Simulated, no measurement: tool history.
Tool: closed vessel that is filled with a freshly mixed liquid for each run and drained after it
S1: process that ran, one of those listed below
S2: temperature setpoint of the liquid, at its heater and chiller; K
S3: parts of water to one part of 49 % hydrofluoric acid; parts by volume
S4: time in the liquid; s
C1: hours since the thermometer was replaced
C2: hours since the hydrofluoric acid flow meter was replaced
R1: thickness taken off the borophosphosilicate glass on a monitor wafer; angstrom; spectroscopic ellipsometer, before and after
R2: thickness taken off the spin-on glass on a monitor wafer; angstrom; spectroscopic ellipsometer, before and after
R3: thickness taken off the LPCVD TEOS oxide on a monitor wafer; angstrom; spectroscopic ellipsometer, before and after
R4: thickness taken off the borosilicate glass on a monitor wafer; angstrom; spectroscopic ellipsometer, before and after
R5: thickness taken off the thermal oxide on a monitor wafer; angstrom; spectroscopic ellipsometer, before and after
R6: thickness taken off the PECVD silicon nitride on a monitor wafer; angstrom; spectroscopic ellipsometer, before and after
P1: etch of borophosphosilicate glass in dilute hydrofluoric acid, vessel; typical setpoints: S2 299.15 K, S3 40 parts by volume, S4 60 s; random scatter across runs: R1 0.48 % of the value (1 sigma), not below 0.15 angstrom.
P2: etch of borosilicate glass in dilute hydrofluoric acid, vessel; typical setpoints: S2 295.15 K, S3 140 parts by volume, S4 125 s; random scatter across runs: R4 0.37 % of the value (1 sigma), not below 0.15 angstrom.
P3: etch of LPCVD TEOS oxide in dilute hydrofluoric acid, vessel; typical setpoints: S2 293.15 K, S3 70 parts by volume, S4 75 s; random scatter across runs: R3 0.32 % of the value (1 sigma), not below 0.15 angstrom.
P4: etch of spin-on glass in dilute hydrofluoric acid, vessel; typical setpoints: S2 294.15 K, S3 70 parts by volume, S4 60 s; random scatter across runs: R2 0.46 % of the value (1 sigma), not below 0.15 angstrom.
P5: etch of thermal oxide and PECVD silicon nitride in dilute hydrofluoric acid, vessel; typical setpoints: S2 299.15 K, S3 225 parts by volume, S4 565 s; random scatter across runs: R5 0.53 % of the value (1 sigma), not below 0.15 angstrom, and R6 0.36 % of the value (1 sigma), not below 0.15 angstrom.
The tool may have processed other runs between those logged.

Run 1, day 0.258: S1 P1, S2 299.15 K, S3 40 parts by volume, S4 60 s; C1 1025; C2 388.9. Result: R1 905.48 angstrom.
Run 2, day 0.475: S1 P1, S2 299.15 K, S3 40 parts by volume, S4 60 s; C1 1030.2; C2 394.1. Result: R1 916.77 angstrom.
Run 3, day 0.788: S1 P4, S2 294.15 K, S3 70 parts by volume, S4 30 s; C1 1037.7; C2 401.6. Result: R2 100.48 angstrom.
Run 4, day 1.158: S1 P1, S2 299.15 K, S3 40 parts by volume, S4 60 s; C1 1046.6; C2 410.5. Result: R1 915.2 angstrom.
Run 5, day 1.492: S1 P3, S2 293.15 K, S3 70 parts by volume, S4 30 s; C1 1054.6; C2 418.5. Result: R3 89.749 angstrom.
Run 6, day 1.921: S1 P1, S2 299.15 K, S3 20 parts by volume, S4 60 s; C1 1064.9; C2 428.8. Result: R1 1886.9 angstrom.
Run 7, day 2.342: S1 P4, S2 294.15 K, S3 120 parts by volume, S4 60 s; C1 1075; C2 438.9. Result: R2 110.69 angstrom.
Run 8, day 2.746: S1 P2, S2 295.15 K, S3 35 parts by volume, S4 125 s; C1 1084.7; C2 448.6. Result: R4 900.51 angstrom.
Run 9, day 3.042: S1 P3, S2 290.15 K, S3 70 parts by volume, S4 75 s; C1 1091.8; C2 455.7. Result: R3 196.62 angstrom.
Run 10, day 3.429: S1 P4, S2 294.15 K, S3 70 parts by volume, S4 60 s; C1 1101.1; C2 465. Result: R2 199.66 angstrom.
Run 11, day 3.671: S1 P1, S2 306.15 K, S3 20 parts by volume, S4 60 s; C1 1106.9; C2 470.8. Result: R1 2512.6 angstrom.
Run 12, day 3.933: S1 P3, S2 293.15 K, S3 20 parts by volume, S4 75 s; C1 1113.2; C2 477.1. Result: R3 829.94 angstrom.
Run 13, day 4.183: S1 P1, S2 293.65 K, S3 40 parts by volume, S4 60 s; C1 1119.2; C2 483.1. Result: R1 724.05 angstrom.
Run 14, day 4.588: S1 P2, S2 295.15 K, S3 140 parts by volume, S4 180 s; C1 1128.9; C2 492.8. Result: R4 285.72 angstrom.
Run 15, day 4.938: S1 P2, S2 295.15 K, S3 140 parts by volume, S4 125 s; C1 1137.3; C2 501.2. Result: R4 197.69 angstrom.
Run 16, day 5.2: S1 P1, S2 299.15 K, S3 55 parts by volume, S4 60 s; C1 1143.6; C2 507.5. Result: R1 654.22 angstrom.
Run 17, day 5.583: S1 P5, S2 292.65 K, S3 225 parts by volume, S4 565 s; C1 1152.8; C2 516.7. Result: R5 83.927 angstrom, R6 37.707 angstrom.
Run 18, day 5.825: S1 P5, S2 299.15 K, S3 225 parts by volume, S4 915 s; C1 1158.6; C2 522.5. Result: R5 168.95 angstrom, R6 92.663 angstrom.
Run 19, day 6.175: S1 P1, S2 299.15 K, S3 40 parts by volume, S4 60 s; C1 1167; C2 530.9. Result: R1 907.76 angstrom.
Run 20, day 6.592: S1 P1, S2 299.15 K, S3 40 parts by volume, S4 60 s; C1 1177; C2 540.9. Result: R1 921.06 angstrom.
Run 21, day 6.8: S1 P5, S2 299.15 K, S3 225 parts by volume, S4 565 s; C1 1182; C2 545.9. Result: R5 105.54 angstrom, R6 57.027 angstrom.
Run 22, day 7.088: S1 P5, S2 299.15 K, S3 225 parts by volume, S4 565 s; C1 1188.9; C2 552.8. Result: R5 106.31 angstrom, R6 56.638 angstrom.
Run 23, day 7.358: S1 P2, S2 290.15 K, S3 140 parts by volume, S4 125 s; C1 1195.4; C2 559.3. Result: R4 161.21 angstrom.
Run 24, day 7.638: S1 P1, S2 299.15 K, S3 40 parts by volume, S4 60 s; C1 1202.1; C2 566. Result: R1 921.04 angstrom.
Run 25, day 8.033: S1 P1, S2 299.15 K, S3 40 parts by volume, S4 30 s; C1 1211.6; C2 575.5. Result: R1 460.9 angstrom.
Run 26, day 8.308: S1 P1, S2 307.15 K, S3 20 parts by volume, S4 60 s; C1 1218.2; C2 582.1. Result: R1 2574 angstrom.
Run 27, day 8.55: S1 P5, S2 299.15 K, S3 65 parts by volume, S4 565 s; C1 1224; C2 587.9. Result: R5 446.57 angstrom, R6 195.15 angstrom.
Run 28, day 8.883: S1 P4, S2 290.15 K, S3 70 parts by volume, S4 60 s; C1 1232; C2 595.9. Result: R2 169.27 angstrom.
Run 29, day 9.138: S1 P3, S2 293.15 K, S3 70 parts by volume, S4 75 s; C1 1238.1; C2 602. Result: R3 224.05 angstrom.
Run 30, day 9.454: S1 P1, S2 299.15 K, S3 40 parts by volume, S4 105 s; C1 1245.7; C2 609.6. Result: R1 1600.5 angstrom.
Run 31, day 9.833: S1 P1, S2 299.15 K, S3 40 parts by volume, S4 60 s; C1 1254.8; C2 618.7. Result: R1 923.51 angstrom.
Run 32, day 10.238: S1 P3, S2 293.15 K, S3 70 parts by volume, S4 75 s; C1 1264.5; C2 628.4. Result: R3 223.07 angstrom.
Run 33, day 10.454: S1 P1, S2 303.15 K, S3 40 parts by volume, S4 60 s; C1 1269.7; C2 633.6. Result: R1 1072.1 angstrom.
Run 34, day 10.754: S1 P1, S2 299.15 K, S3 40 parts by volume, S4 60 s; C1 1276.9; C2 640.8. Result: R1 913.41 angstrom.
Run 35, day 10.996: S1 P1, S2 299.15 K, S3 40 parts by volume, S4 60 s; C1 1282.7; C2 646.6. Result: R1 934.92 angstrom.
Run 36, day 11.288: S1 P1, S2 299.15 K, S3 40 parts by volume, S4 60 s; C1 1289.7; C2 653.6. Result: R1 939.43 angstrom.
Run 37, day 11.717: S1 P1, S2 299.15 K, S3 40 parts by volume, S4 60 s; C1 1300; C2 663.9. Result: R1 964.11 angstrom.
Run 38, day 11.921: S1 P1, S2 299.15 K, S3 40 parts by volume, S4 60 s; C1 1304.9; C2 668.8. Result: R1 968.27 angstrom.
Run 39, day 12.183: S1 P1, S2 299.15 K, S3 40 parts by volume, S4 60 s; C1 1311.2; C2 675.1. Result: R1 966.14 angstrom.
Run 40, day 12.633: S1 P1, S2 299.15 K, S3 40 parts by volume, S4 60 s; C1 1322; C2 685.9. Result: R1 977.52 angstrom.
Run 41, day 12.85: S1 P1, S2 299.15 K, S3 40 parts by volume, S4 60 s; C1 1327.2; C2 691.1. Result: R1 972.76 angstrom.
Run 42, day 13.104: S1 P1, S2 299.15 K, S3 40 parts by volume, S4 60 s; C1 1333.3; C2 697.2. Result: R1 970.94 angstrom.
Run 43, day 13.483: S1 P1, S2 299.15 K, S3 40 parts by volume, S4 60 s; C1 1342.4; C2 706.3. Result: R1 978.18 angstrom.
Run 44, day 13.783: S1 P1, S2 299.15 K, S3 40 parts by volume, S4 60 s; C1 1349.6; C2 713.5. Result: R1 976.93 angstrom.

What P1 gives has crept away from where it was. These 2 causes fit the log equally well, each at the size given:
A: hydrofluoric acid flow above the setpoint (%) = 6.23
B: liquid hotter than its thermometer reads (K) = 1.57
The onset of the drift is placed at about day 10.754.

The check runs listed below each take one wafer, and their results are still question marks. Under which run would the listed causes lead to clearly different results?
Run check 1, day 14.083: S1 P5, S2 295.65 K, S3 95 parts by volume, S4 565 s. Result: R5 ?, R6 ?.
Run check 2, day 14.083: S1 P3, S2 290.15 K, S3 70 parts by volume, S4 75 s. Result: R3 ?.
Run check 3, day 14.083: S1 P4, S2 290.15 K, S3 110 parts by volume, S4 60 s. Result: R2 ?.
Run check 4, day 14.083: S1 P2, S2 290.15 K, S3 50 parts by volume, S4 125 s. Result: R4 ?.

Check results expected under each cause:
  check  result    if A    if B
check 1      R5  269.94  268.79
check 1      R6  113.34  118.55
check 2      R3  209.97  210.39
check 3      R2  110.58   110.4
check 4      R4  530.08  532.31
Per-check spread between the two closest causes, in the result where they differ most: check 1 4.49 %; check 2 0.2 %; check 3 0.17 %; check 4 0.42 %
Only in check 1 would the causes give clearly different results; in the remaining checks their results would be nearly the same.

Running check 1 produced the following: R5 266.14 angstrom; R6 119.15 angstrom. Which one of the listed causes fits?

It is B: liquid hotter than its thermometer reads (K).

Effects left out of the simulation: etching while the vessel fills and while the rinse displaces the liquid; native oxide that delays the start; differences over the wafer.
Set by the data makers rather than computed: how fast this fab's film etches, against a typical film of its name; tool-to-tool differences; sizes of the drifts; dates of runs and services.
